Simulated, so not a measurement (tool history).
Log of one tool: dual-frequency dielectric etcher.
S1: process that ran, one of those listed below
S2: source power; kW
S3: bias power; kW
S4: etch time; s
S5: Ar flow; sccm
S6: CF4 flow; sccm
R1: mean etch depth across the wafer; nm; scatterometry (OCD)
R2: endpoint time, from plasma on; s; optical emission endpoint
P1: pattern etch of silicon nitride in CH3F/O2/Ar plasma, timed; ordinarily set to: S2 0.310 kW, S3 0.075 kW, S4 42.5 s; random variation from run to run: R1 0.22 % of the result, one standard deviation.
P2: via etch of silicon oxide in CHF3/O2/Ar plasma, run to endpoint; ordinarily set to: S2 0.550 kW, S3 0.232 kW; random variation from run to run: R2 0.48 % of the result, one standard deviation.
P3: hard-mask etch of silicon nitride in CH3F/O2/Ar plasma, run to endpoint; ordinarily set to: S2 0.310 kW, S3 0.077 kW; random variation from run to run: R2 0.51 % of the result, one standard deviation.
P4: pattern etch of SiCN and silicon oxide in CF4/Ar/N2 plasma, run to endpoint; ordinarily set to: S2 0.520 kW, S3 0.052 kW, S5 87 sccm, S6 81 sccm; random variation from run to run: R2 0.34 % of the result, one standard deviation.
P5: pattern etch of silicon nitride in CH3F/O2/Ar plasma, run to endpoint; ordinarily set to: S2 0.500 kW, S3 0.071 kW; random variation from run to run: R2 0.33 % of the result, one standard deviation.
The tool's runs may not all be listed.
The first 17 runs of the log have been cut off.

run   hour  S1     S2     S3    S4  S5  S6      R1       R2
 18  236.3  P4  0.520  0.052        87  99           17.174
 19  246.4  P1  0.420  0.075  42.5          29.635
 20  261.5  P2  0.550  0.232                        182.270
 21  279.5  P1  0.310  0.059  42.5          24.450
 22  290.4  P1  0.310  0.075  42.5          26.573
 23  303.8  P2  0.550  0.293                        164.950
 24  317.0  P1  0.310  0.075  42.5          26.499
 25  330.9  P1  0.220  0.046  42.5          19.722
 26  346.9  P3  0.310  0.077                         42.298
 27  357.5  P4  0.520  0.052        87  81           17.717
 28  374.8  P1  0.200  0.075  42.5          22.512

Run 29 has not been measured yet. What should we expect?
 29  387.6  P1  0.310  0.075  52.0           ?

R1: 32.501 nm

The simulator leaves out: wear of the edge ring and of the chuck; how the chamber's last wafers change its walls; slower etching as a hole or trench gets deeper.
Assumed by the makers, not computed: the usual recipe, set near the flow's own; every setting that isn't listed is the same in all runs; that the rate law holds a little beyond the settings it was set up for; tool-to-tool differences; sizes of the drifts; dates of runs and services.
